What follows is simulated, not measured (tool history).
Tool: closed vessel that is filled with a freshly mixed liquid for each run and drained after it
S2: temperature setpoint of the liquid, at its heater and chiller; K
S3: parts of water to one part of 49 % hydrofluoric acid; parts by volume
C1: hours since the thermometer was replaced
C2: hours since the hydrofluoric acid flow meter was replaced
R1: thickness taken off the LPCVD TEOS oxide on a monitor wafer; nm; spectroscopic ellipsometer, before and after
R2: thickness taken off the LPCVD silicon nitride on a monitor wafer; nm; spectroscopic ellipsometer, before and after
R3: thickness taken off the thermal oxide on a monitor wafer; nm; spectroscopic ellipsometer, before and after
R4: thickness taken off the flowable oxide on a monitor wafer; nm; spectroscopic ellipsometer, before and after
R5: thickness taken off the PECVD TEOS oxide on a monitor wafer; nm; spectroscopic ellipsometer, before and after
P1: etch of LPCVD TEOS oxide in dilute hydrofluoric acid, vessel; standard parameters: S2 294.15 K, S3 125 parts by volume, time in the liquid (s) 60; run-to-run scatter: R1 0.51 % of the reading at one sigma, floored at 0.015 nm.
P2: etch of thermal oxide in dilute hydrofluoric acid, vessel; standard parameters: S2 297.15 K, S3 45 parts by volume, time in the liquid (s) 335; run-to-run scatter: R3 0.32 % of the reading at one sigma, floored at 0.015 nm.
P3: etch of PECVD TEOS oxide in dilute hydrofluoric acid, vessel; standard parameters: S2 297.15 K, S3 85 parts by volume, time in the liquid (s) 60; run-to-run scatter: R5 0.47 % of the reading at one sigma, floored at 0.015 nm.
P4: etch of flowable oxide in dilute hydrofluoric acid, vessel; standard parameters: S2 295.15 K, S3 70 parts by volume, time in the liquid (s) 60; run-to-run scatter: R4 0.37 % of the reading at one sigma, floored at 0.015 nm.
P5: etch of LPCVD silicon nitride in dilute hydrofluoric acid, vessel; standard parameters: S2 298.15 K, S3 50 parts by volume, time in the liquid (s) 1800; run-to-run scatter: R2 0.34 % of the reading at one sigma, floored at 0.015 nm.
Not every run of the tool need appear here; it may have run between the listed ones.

{"run": 1, "hour": 4.2, "process that ran": "P1", "S2": 294.15, "S3": 125, "time in the liquid (s)": 60, "C1": 821.9, "C2": 901.4, "R1": 16.682}
{"run": 2, "hour": 10.0, "process that ran": "P5", "S2": 304.65, "S3": 50, "time in the liquid (s)": 1800, "C1": 827.7, "C2": 907.2, "R2": 30.262}
{"run": 3, "hour": 19.3, "process that ran": "P2", "S2": 305.65, "S3": 45, "time in the liquid (s)": 335, "C1": 837, "C2": 916.5, "R3": 51.867}
{"run": 4, "hour": 24.7, "process that ran": "P4", "S2": 295.15, "S3": 70, "time in the liquid (s)": 115, "C1": 842.4, "C2": 921.9, "R4": 60.317}
{"run": 5, "hour": 34.3, "process that ran": "P1", "S2": 294.15, "S3": 125, "time in the liquid (s)": 60, "C1": 852, "C2": 931.5, "R1": 16.764}
{"run": 6, "hour": 42.5, "process that ran": "P2", "S2": 297.15, "S3": 20, "time in the liquid (s)": 335, "C1": 860.2, "C2": 939.7, "R3": 86.411}
{"run": 7, "hour": 51.0, "process that ran": "P1", "S2": 300.65, "S3": 125, "time in the liquid (s)": 60, "C1": 868.7, "C2": 948.2, "R1": 21.462}
{"run": 8, "hour": 55.8, "process that ran": "P5", "S2": 298.15, "S3": 85, "time in the liquid (s)": 1800, "C1": 873.5, "C2": 953, "R2": 11.828}
{"run": 9, "hour": 61.4, "process that ran": "P1", "S2": 290.15, "S3": 125, "time in the liquid (s)": 60, "C1": 879.1, "C2": 958.6, "R1": 14.121}
{"run": 10, "hour": 69.5, "process that ran": "P2", "S2": 297.15, "S3": 45, "time in the liquid (s)": 335, "C1": 887.2, "C2": 966.7, "R3": 36.878}
{"run": 11, "hour": 78.4, "process that ran": "P1", "S2": 294.15, "S3": 185, "time in the liquid (s)": 60, "C1": 896.1, "C2": 975.6, "R1": 10.519}
{"run": 12, "hour": 83.7, "process that ran": "P1", "S2": 294.15, "S3": 50, "time in the liquid (s)": 30, "C1": 901.4, "C2": 980.9, "R1": 22.771}
{"run": 13, "hour": 91.0, "process that ran": "P5", "S2": 298.15, "S3": 50, "time in the liquid (s)": 1800, "C1": 908.7, "C2": 988.2, "R2": 19.947}
{"run": 14, "hour": 96.5, "process that ran": "P3", "S2": 297.15, "S3": 85, "time in the liquid (s)": 60, "C1": 914.2, "C2": 993.7, "R5": 20.199}
{"run": 15, "hour": 102.3, "process that ran": "P1", "S2": 294.15, "S3": 125, "time in the liquid (s)": 60, "C1": 920, "C2": 999.5, "R1": 16.527}
{"run": 16, "hour": 107.6, "process that ran": "P3", "S2": 297.15, "S3": 85, "time in the liquid (s)": 60, "C1": 925.3, "C2": 1004.8, "R5": 20.331}
{"run": 17, "hour": 113.1, "process that ran": "P3", "S2": 297.15, "S3": 40, "time in the liquid (s)": 60, "C1": 930.8, "C2": 1010.3, "R5": 45.715}
{"run": 18, "hour": 119.1, "process that ran": "P1", "S2": 294.15, "S3": 60, "time in the liquid (s)": 60, "C1": 936.8, "C2": 1016.3, "R1": 37.029}
{"run": 19, "hour": 125.2, "process that ran": "P1", "S2": 294.15, "S3": 125, "time in the liquid (s)": 30, "C1": 942.9, "C2": 1022.4, "R1": 8.3257}
{"run": 20, "hour": 129.7, "process that ran": "P2", "S2": 297.15, "S3": 45, "time in the liquid (s)": 635, "C1": 947.4, "C2": 1026.9, "R3": 69.979}
{"run": 21, "hour": 139.5, "process that ran": "P1", "S2": 298.65, "S3": 125, "time in the liquid (s)": 115, "C1": 957.2, "C2": 1036.7, "R1": 37.945}
{"run": 22, "hour": 147.6, "process that ran": "P4", "S2": 295.15, "S3": 70, "time in the liquid (s)": 60, "C1": 965.3, "C2": 1044.8, "R4": 31.31}
{"run": 23, "hour": 156.5, "process that ran": "P3", "S2": 297.15, "S3": 85, "time in the liquid (s)": 30, "C1": 974.2, "C2": 1053.7, "R5": 10.256}
{"run": 24, "hour": 163.9, "process that ran": "P3", "S2": 292.15, "S3": 85, "time in the liquid (s)": 60, "C1": 981.6, "C2": 1061.1, "R5": 16.723}

What will run 25 give?
{"run": 25, "hour": 170.3, "process that ran": "P1", "S2": 294.15, "S3": 125, "time in the liquid (s)": 60, "C1": 988, "C2": 1067.5, "R1": "?"}

{"run 25": {"R1": 16.603}}
